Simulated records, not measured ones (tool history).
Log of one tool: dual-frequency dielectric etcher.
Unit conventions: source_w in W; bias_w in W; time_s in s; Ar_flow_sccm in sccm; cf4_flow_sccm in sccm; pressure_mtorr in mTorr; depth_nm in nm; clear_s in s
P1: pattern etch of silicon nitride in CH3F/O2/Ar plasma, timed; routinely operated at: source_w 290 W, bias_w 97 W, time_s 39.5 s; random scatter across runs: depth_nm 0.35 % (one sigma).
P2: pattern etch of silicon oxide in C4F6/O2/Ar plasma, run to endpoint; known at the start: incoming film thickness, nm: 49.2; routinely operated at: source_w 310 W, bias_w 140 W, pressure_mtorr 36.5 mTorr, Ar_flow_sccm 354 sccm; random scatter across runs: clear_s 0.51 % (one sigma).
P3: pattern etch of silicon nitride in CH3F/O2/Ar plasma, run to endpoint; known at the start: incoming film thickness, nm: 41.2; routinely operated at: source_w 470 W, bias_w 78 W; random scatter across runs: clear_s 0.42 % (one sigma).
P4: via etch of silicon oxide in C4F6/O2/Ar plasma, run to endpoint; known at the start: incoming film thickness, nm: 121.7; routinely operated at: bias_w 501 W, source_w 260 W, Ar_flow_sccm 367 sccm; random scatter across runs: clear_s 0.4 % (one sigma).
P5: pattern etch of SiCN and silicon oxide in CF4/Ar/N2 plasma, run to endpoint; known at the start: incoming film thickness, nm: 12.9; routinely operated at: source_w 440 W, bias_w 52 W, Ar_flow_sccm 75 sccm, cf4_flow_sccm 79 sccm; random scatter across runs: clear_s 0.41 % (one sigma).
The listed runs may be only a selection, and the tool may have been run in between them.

run   hour  process  source_w  bias_w  time_s  Ar_flow_sccm  cf4_flow_sccm  pressure_mtorr  hours since the last wet clean  hours since the last source power generator calibration  hours since the last bias power generator calibration  depth_nm  clear_s
  1   10.9       P1       290      97    39.5                                                                        472.0                                                   2946.5                                                 1852.4    26.985
  2   20.1       P3       470      78                                                                                481.2                                                   2955.7                                                 1861.6             54.448
  3   25.3       P4       260     332                   367                                                          486.4                                                   2960.9                                                 1866.8             37.294
  4   35.5       P3       590      78                                                                                496.6                                                   2971.1                                                 1877.0             49.614
  5   44.3       P1       240      97    39.5                                                                        505.4                                                   2979.9                                                 1885.8    25.295
  6   51.3       P1       290      97    39.5                                                                        512.4                                                   2986.9                                                 1892.8    27.037
  7   57.8       P5       440      52                    75             79                                           518.9                                                   2993.4                                                 1899.3             15.962
  8   65.2       P5       270      52                    75             79                                           526.3                                                   3000.8                                                 1906.7             24.899
  9   70.9       P3       470      78                                                                                532.0                                                   3006.5                                                 1912.4             54.454
 10   82.0       P4       190     501                   367                                                          543.1                                                   3017.6                                                 1923.5             35.937
 11   87.3       P5       440      33                    75             79                                           548.4                                                   3022.9                                                 1928.8             18.282
 12   93.1       P2       310     105                   354                           36.5                           554.2                                                   3028.7                                                 1934.6             20.849
 13  104.5       P2       310     140                   354                           36.5                           565.6                                                   3040.1                                                 1946.0             19.043
 14  111.7       P1       290     121    29.5                                                                        572.8                                                   3047.3                                                 1953.2    21.829
 15  118.5       P1       390      97    39.5                                                                        579.6                                                   3054.1                                                 1960.0    30.183
 16  125.8       P1       290      97    39.5                                                                        586.9                                                   3061.4                                                 1967.3    27.146
 17  131.4       P5       440      52                   101             79                                           592.5                                                   3067.0                                                 1972.9             16.832
 18  140.7       P4       260     501                   234                                                          601.8                                                   3076.3                                                 1982.2             30.141
 19  149.3       P3       470      45                                                                                610.4                                                   3084.9                                                 1990.8             65.048
 20  157.9       P4       260     501                   367                                                          619.0                                                   3093.5                                                 1999.4             31.828
 21  169.3       P5       440      52                    75             50                                           630.4                                                   3104.9                                                 2010.8             17.276
 22  177.0       P1       290     134    39.5                                                                        638.1                                                   3112.6                                                 2018.5    30.612
 23  188.5       P2       430     140                   354                           36.5                           649.6                                                   3124.1                                                 2030.0             16.724
 24  198.2       P1       290      80    39.5                                                                        659.3                                                   3133.8                                                 2039.7    25.123
     202.5  -- wet clean of the chamber
 25  206.8       P2       310     140                   446                           36.5                             4.3                                                   3142.4                                                 2048.3             19.590
 26  216.8       P2       310     140                   354                           28.0                            14.3                                                   3152.4                                                 2058.3             18.455
 27  222.1       P1       290      97    39.5                                                                         19.6                                                   3157.7                                                 2063.6    27.141
 28  228.0       P1       290      97    21.5                                                                         25.5                                                   3163.6                                                 2069.5    14.630
 29  233.2       P2       310     140                   354                           36.5                            30.7                                                   3168.8                                                 2074.7             18.962
 30  241.4       P1       290      97    39.5                                                                         38.9                                                   3177.0                                                 2082.9    27.235
 31  250.5       P1       290      97    48.5                                                                         48.0                                                   3186.1                                                 2092.0    33.121
 32  255.7       P1       290      97    39.5                                                                         53.2                                                   3191.3                                                 2097.2    26.916
 33  265.2       P1       290      97    39.5                                                                         62.7                                                   3200.8                                                 2106.7    27.248
 34  275.1       P1       290      97    39.5                                                                         72.6                                                   3210.7                                                 2116.6    27.182
 35  285.6       P1       290      97    39.5                                                                         83.1                                                   3221.2                                                 2127.1    27.361
 36  292.5       P1       290      97    39.5                                                                         90.0                                                   3228.1                                                 2134.0    27.454
 37  297.6       P1       290      97    39.5                                                                         95.1                                                   3233.2                                                 2139.1    27.470
     303.8  -- wet clean of the chamber
 38  307.4       P1       290      97    39.5                                                                          3.7                                                   3243.0                                                 2148.9    27.378
 39  314.9       P1       290      97    39.5                                                                         11.2                                                   3250.5                                                 2156.4    27.571
 40  320.4       P1       290      97    39.5                                                                         16.7                                                   3256.0                                                 2161.9    27.380
 41  332.3       P1       290      97    39.5                                                                         28.6                                                   3267.9                                                 2173.8    27.496
 42  341.1       P1       290      97    39.5                                                                         37.4                                                   3276.7                                                 2182.6    27.207

The log shows P1 creeping away from where it was. Any of the 2 causes listed here, at the size stated for it, fits the log just as well as the others:
A: source power that arrives over what is set, % = 4.84
B: bias power that arrives over what is set, % = 4.8
Onset of the creep was near hour 255.7.
Why every other cause is out:
chamber walls in a state that raises the etch rate, %: work on it at hour 303.8, done after the drift set in, did not restore what the process gave before

Below are 4 check runs, each on a single wafer, with their results shown as question marks. Which of them would tell the listed causes apart, meaning the causes would give clearly different results under it?
check 1  349.9       P2       310     140                   354                           36.5                                                                                                                                                                  ?
check 2  349.9       P4       260     501                   367                                                                                                                                                                                                 ?
check 3  349.9       P3       470      78                                                                                                                                                                                                                       ?
check 4  349.9       P5       440      52                    75             79                                                                                                                                                                                  ?

How each check would come out, cause by cause:
  check   result    if A    if B
check 1  clear_s  18.672  18.751
check 2  clear_s  31.328  31.308
check 3  clear_s  53.264  53.353
check 4  clear_s  15.390  15.835
Separation of the two closest causes in each check, using whichever result separates them best: check 1 0.42 %; check 2 0.06 %; check 3 0.17 %; check 4 2.85 %
Only check 4 tells the causes apart: in the others they would give nearly the same result.

Running check 4 produced the following: clear_s 15.321 s. Which one of the listed causes fits?

It is A: source power that arrives over what is set, %.
